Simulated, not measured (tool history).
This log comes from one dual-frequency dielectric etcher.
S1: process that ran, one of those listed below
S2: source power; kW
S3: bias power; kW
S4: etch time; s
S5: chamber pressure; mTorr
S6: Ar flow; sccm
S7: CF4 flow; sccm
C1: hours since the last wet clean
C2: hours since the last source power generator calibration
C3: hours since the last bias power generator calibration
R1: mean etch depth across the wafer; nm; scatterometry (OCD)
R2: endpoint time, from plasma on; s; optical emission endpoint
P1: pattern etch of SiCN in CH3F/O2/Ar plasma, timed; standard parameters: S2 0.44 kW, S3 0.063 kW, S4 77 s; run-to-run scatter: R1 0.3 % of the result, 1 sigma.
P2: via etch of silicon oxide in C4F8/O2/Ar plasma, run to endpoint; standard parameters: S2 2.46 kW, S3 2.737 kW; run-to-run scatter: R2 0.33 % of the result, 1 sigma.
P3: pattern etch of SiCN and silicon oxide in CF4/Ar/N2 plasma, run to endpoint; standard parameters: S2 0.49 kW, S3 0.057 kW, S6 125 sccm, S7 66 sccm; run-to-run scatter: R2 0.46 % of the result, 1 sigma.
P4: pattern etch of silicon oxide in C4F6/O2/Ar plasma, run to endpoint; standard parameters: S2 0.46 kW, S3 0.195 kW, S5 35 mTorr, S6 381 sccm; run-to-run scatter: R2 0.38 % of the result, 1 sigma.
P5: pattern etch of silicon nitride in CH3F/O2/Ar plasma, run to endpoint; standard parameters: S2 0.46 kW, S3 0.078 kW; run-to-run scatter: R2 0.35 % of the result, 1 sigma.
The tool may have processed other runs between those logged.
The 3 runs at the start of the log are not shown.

Run 4, day 2.471: S1 P3, S2 0.64 kW, S3 0.057 kW, S6 125 sccm, S7 66 sccm; C1 237.8; C2 680; C3 1179. Result: R2 14.748 s.
Run 5, day 2.971: S1 P2, S2 1.66 kW, S3 2.737 kW; C1 249.8; C2 692; C3 1191. Result: R2 257.24 s.
Run 6, day 3.421: S1 P1, S2 0.44 kW, S3 0.063 kW, S4 77 s; C1 260.6; C2 702.8; C3 1201.8. Result: R1 28.623 nm.
Run 7, day 3.754: S1 P3, S2 0.49 kW, S3 0.057 kW, S6 125 sccm, S7 66 sccm; C1 268.6; C2 710.8; C3 1209.8. Result: R2 18.651 s.
Run 8, day 4.129: S1 P1, S2 0.3 kW, S3 0.074 kW, S4 77 s; C1 277.6; C2 719.8; C3 1218.8. Result: R1 26.259 nm.
Run 9, day 4.571: S1 P2, S2 2.46 kW, S3 3.847 kW; C1 288.2; C2 730.4; C3 1229.4. Result: R2 199.56 s.
Run 10, day 5.138: S1 P5, S2 0.34 kW, S3 0.078 kW; C1 301.8; C2 744; C3 1243. Result: R2 32.141 s.
Run 11, day 5.733: S1 P1, S2 0.44 kW, S3 0.063 kW, S4 77 s; C1 316.1; C2 758.3; C3 1257.3. Result: R1 28.755 nm.
Run 12, day 6.104: S1 P1, S2 0.44 kW, S3 0.063 kW, S4 77 s; C1 325; C2 767.2; C3 1266.2. Result: R1 28.542 nm.
Run 13, day 6.688: S1 P4, S2 0.46 kW, S3 0.195 kW, S5 35 mTorr, S6 381 sccm; C1 339; C2 781.2; C3 1280.2. Result: R2 13.432 s.
Run 14, day 7.246: S1 P4, S2 0.46 kW, S3 0.154 kW, S5 35 mTorr, S6 381 sccm; C1 352.4; C2 794.6; C3 1293.6. Result: R2 14.391 s.
Run 15, day 7.958: S1 P1, S2 0.44 kW, S3 0.041 kW, S4 77 s; C1 369.5; C2 811.7; C3 1310.7. Result: R1 24.801 nm.
Run 16, day 8.621: S1 P1, S2 0.44 kW, S3 0.063 kW, S4 99.5 s; C1 385.4; C2 827.6; C3 1326.6. Result: R1 37.036 nm.
Run 17, day 9.079: S1 P3, S2 0.49 kW, S3 0.034 kW, S6 125 sccm, S7 66 sccm; C1 396.4; C2 838.6; C3 1337.6. Result: R2 21.829 s.
Run 18, day 9.638: S1 P3, S2 0.49 kW, S3 0.057 kW, S6 125 sccm, S7 51 sccm; C1 409.8; C2 852; C3 1351. Result: R2 19.661 s.
Run 19, day 10.312: S1 P4, S2 0.46 kW, S3 0.195 kW, S5 50 mTorr, S6 381 sccm; C1 426; C2 868.2; C3 1367.2. Result: R2 13.904 s.
Run 20, day 10.792: S1 P5, S2 0.46 kW, S3 0.11 kW; C1 437.5; C2 879.7; C3 1378.7. Result: R2 25.393 s.
Run 21, day 11.496: S1 P1, S2 0.52 kW, S3 0.063 kW, S4 45.5 s; C1 454.4; C2 896.6; C3 1395.6. Result: R1 17.919 nm.
Run 22, day 12.05: S1 P1, S2 0.44 kW, S3 0.063 kW, S4 58.5 s; C1 467.7; C2 909.9; C3 1408.9. Result: R1 21.788 nm.
Run 23, day 12.704: S1 P3, S2 0.49 kW, S3 0.057 kW, S6 125 sccm, S7 66 sccm; C1 483.4; C2 925.6; C3 1424.6. Result: R2 18.734 s.
Run 24, day 13.35: S1 P1, S2 0.56 kW, S3 0.063 kW, S4 77 s; C1 498.9; C2 941.1; C3 1440.1. Result: R1 31.387 nm.

The next listed run, before its measurement:
Run 25, day 13.921: S1 P3, S2 0.49 kW, S3 0.057 kW, S6 88 sccm, S7 66 sccm; C1 512.6; C2 954.8; C3 1453.8. Result: R2 ?.

Run 25 came out at R2 17.639 s.
